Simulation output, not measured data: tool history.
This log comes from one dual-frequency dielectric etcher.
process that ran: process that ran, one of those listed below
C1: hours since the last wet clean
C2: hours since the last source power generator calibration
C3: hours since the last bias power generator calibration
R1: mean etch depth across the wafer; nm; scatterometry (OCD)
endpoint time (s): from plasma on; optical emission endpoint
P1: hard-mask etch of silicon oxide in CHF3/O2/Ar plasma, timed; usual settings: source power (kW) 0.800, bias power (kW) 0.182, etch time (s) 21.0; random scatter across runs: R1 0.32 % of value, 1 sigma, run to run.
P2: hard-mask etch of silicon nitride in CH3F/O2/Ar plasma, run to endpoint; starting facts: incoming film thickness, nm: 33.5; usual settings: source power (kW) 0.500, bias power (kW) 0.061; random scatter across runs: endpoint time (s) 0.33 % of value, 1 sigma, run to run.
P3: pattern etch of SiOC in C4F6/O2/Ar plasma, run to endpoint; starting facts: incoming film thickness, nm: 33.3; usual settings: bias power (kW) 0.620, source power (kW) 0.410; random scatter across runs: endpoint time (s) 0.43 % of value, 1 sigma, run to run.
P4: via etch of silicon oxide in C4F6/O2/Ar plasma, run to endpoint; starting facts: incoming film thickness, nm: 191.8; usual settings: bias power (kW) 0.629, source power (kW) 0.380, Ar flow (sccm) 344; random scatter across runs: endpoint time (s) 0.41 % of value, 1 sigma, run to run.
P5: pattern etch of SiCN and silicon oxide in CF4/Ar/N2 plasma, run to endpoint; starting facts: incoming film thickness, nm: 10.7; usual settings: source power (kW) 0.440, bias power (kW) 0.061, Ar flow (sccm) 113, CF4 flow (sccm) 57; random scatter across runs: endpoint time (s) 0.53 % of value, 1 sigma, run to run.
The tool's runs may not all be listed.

{"run": 1, "hour": 5.9, "process that ran": "P1", "source power (kW)": 0.8, "bias power (kW)": 0.182, "etch time (s)": 21.0, "C1": 212.4, "C2": 587.2, "C3": 878.1, "R1": 47.957}
{"run": 2, "hour": 11.1, "process that ran": "P4", "source power (kW)": 0.38, "bias power (kW)": 0.629, "Ar flow (sccm)": 433, "C1": 217.6, "C2": 592.4, "C3": 883.3, "endpoint time (s)": 40.781}
{"run": 3, "hour": 16.7, "process that ran": "P1", "source power (kW)": 0.8, "bias power (kW)": 0.182, "etch time (s)": 21.0, "C1": 223.2, "C2": 598.0, "C3": 888.9, "R1": 47.822}
{"run": 4, "hour": 22.6, "process that ran": "P2", "source power (kW)": 0.5, "bias power (kW)": 0.061, "C1": 229.1, "C2": 603.9, "C3": 894.8, "endpoint time (s)": 48.792}
{"run": 5, "hour": 28.5, "process that ran": "P1", "source power (kW)": 0.8, "bias power (kW)": 0.241, "etch time (s)": 21.0, "C1": 235.0, "C2": 609.8, "C3": 900.7, "R1": 52.865}
{"run": 6, "hour": 33.3, "process that ran": "P1", "source power (kW)": 1.07, "bias power (kW)": 0.182, "etch time (s)": 25.5, "C1": 239.8, "C2": 614.6, "C3": 905.5, "R1": 65.41}
{"run": 7, "hour": 37.2, "process that ran": "P2", "source power (kW)": 0.5, "bias power (kW)": 0.042, "C1": 243.7, "C2": 618.5, "C3": 909.4, "endpoint time (s)": 54.478}
{"run": 8, "hour": 41.3, "process that ran": "P1", "source power (kW)": 0.8, "bias power (kW)": 0.182, "etch time (s)": 26.5, "C1": 247.8, "C2": 622.6, "C3": 913.5, "R1": 60.794}
{"run": 9, "hour": 44.2, "process that ran": "P3", "source power (kW)": 0.41, "bias power (kW)": 0.62, "C1": 250.7, "C2": 625.5, "C3": 916.4, "endpoint time (s)": 10.085}
{"run": 10, "hour": 49.7, "process that ran": "P5", "source power (kW)": 0.44, "bias power (kW)": 0.042, "Ar flow (sccm)": 113, "CF4 flow (sccm)": 57, "C1": 256.2, "C2": 631.0, "C3": 921.9, "endpoint time (s)": 15.965}
{"run": 11, "hour": 53.3, "process that ran": "P1", "source power (kW)": 0.8, "bias power (kW)": 0.182, "etch time (s)": 11.5, "C1": 259.8, "C2": 634.6, "C3": 925.5, "R1": 26.325}
{"run": 12, "hour": 56.8, "process that ran": "P5", "source power (kW)": 0.44, "bias power (kW)": 0.061, "Ar flow (sccm)": 113, "CF4 flow (sccm)": 57, "C1": 263.3, "C2": 638.1, "C3": 929.0, "endpoint time (s)": 14.179}
{"run": 13, "hour": 62.2, "process that ran": "P1", "source power (kW)": 0.65, "bias power (kW)": 0.182, "etch time (s)": 21.0, "C1": 268.7, "C2": 643.5, "C3": 934.4, "R1": 44.321}
{"run": 14, "hour": 67.6, "process that ran": "P4", "source power (kW)": 0.5, "bias power (kW)": 0.629, "Ar flow (sccm)": 344, "C1": 274.1, "C2": 648.9, "C3": 939.8, "endpoint time (s)": 35.948}
{"run": 15, "hour": 72.7, "process that ran": "P4", "source power (kW)": 0.38, "bias power (kW)": 0.629, "Ar flow (sccm)": 344, "C1": 279.2, "C2": 654.0, "C3": 944.9, "endpoint time (s)": 39.819}
{"run": 16, "hour": 77.8, "process that ran": "P5", "source power (kW)": 0.44, "bias power (kW)": 0.061, "Ar flow (sccm)": 71, "CF4 flow (sccm)": 57, "C1": 284.3, "C2": 659.1, "C3": 950.0, "endpoint time (s)": 13.073}
{"run": 17, "hour": 81.0, "process that ran": "P5", "source power (kW)": 0.54, "bias power (kW)": 0.061, "Ar flow (sccm)": 113, "CF4 flow (sccm)": 57, "C1": 287.5, "C2": 662.3, "C3": 953.2, "endpoint time (s)": 11.852}
{"run": 18, "hour": 86.9, "process that ran": "P1", "source power (kW)": 1.12, "bias power (kW)": 0.182, "etch time (s)": 21.0, "C1": 293.4, "C2": 668.2, "C3": 959.1, "R1": 54.706}
{"run": 19, "hour": 89.8, "process that ran": "P1", "source power (kW)": 0.49, "bias power (kW)": 0.244, "etch time (s)": 21.0, "C1": 296.3, "C2": 671.1, "C3": 962.0, "R1": 44.036}
{"run": 20, "hour": 94.1, "process that ran": "P1", "source power (kW)": 0.8, "bias power (kW)": 0.182, "etch time (s)": 21.0, "C1": 300.6, "C2": 675.4, "C3": 966.3, "R1": 48.135}
{"run": 21, "hour": 99.4, "process that ran": "P2", "source power (kW)": 0.65, "bias power (kW)": 0.061, "C1": 305.9, "C2": 680.7, "C3": 971.6, "endpoint time (s)": 44.077}

Run 22, settings as shown, results not yet in. Your forecast:
{"run": 22, "hour": 102.9, "process that ran": "P1", "source power (kW)": 0.8, "bias power (kW)": 0.182, "etch time (s)": 21.0, "C1": 309.4, "C2": 684.2, "C3": 975.1, "R1": "?"}

R1: 47.791 nm

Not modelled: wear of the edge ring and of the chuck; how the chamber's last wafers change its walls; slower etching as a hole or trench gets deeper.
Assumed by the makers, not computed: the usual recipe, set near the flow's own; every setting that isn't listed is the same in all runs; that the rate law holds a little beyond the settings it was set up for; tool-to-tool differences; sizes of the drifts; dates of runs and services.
